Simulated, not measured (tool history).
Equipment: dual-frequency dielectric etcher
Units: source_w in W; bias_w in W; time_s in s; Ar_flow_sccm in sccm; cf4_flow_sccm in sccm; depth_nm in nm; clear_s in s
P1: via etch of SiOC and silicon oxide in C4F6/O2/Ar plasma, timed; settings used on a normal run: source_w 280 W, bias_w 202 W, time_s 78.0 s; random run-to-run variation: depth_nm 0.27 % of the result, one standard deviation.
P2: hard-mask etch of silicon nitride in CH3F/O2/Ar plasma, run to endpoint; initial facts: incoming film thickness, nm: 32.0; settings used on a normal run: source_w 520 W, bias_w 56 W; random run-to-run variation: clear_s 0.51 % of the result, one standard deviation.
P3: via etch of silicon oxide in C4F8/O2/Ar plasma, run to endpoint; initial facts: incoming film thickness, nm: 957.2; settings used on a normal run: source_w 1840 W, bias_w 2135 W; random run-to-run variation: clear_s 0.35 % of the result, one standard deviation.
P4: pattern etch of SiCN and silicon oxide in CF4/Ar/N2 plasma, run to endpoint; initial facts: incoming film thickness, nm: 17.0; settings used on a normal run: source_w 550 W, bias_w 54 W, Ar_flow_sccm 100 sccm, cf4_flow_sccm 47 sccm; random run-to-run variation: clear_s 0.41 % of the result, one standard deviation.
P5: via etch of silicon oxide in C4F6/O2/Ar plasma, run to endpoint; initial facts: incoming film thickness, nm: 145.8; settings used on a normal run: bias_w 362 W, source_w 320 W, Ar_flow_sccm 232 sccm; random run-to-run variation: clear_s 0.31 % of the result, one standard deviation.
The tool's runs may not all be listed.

run,hour,process,source_w,bias_w,time_s,Ar_flow_sccm,cf4_flow_sccm,hours since the last wet clean,hours since the last source power generator calibration,hours since the last bias power generator calibration,depth_nm,clear_s
1,3.9,P1,280,202,78.0,,,296.6,2505.3,2075.2,81.011,
2,8.3,P5,320,362,,232,,301.0,2509.7,2079.6,,38.215
3,12.2,P1,280,202,78.0,,,304.9,2513.6,2083.5,80.819,
4,18.3,P3,2460,2135,,,,311.0,2519.7,2089.6,,175.210
5,23.1,P3,1840,2135,,,,315.8,2524.5,2094.4,,197.530
6,28.6,P1,330,202,59.5,,,321.3,2530.0,2099.9,65.806,
7,31.5,P4,710,54,,100,47,324.2,2532.9,2102.8,,15.354
8,37.4,P4,550,54,,62,47,330.1,2538.8,2108.7,,17.736
9,40.7,P4,550,54,,100,34,333.4,2542.1,2112.0,,20.495
10,45.9,P1,280,202,78.0,,,338.6,2547.3,2117.2,81.094,
11,50.9,P1,400,202,78.0,,,343.6,2552.3,2122.2,92.783,
12,56.6,P2,340,56,,,,349.3,2558.0,2127.9,,54.262
13,59.9,P1,280,202,78.0,,,352.6,2561.3,2131.2,81.275,
14,64.3,P5,420,362,,232,,357.0,2565.7,2135.6,,34.451
15,69.2,P4,550,31,,100,47,361.9,2570.6,2140.5,,22.942
16,75.1,P1,280,243,78.0,,,367.8,2576.5,2146.4,86.525,
17,79.5,P5,320,362,,308,,372.2,2580.9,2150.8,,39.082
18,84.6,P2,520,43,,,,377.3,2586.0,2155.9,,50.364
19,87.4,P2,520,56,,,,380.1,2588.8,2158.7,,46.049
20,92.6,P1,330,165,78.0,,,385.3,2594.0,2163.9,80.842,
21,96.5,P1,280,202,52.0,,,389.2,2597.9,2167.8,54.094,
22,100.7,P3,1840,1282,,,,393.4,2602.1,2172.0,,226.480

Run 23 comes next. What will it give?
23,106.6,P1,180,202,78.0,,,399.3,2608.0,2177.9,?,

{"run 23": {"depth_nm": 68.513}}

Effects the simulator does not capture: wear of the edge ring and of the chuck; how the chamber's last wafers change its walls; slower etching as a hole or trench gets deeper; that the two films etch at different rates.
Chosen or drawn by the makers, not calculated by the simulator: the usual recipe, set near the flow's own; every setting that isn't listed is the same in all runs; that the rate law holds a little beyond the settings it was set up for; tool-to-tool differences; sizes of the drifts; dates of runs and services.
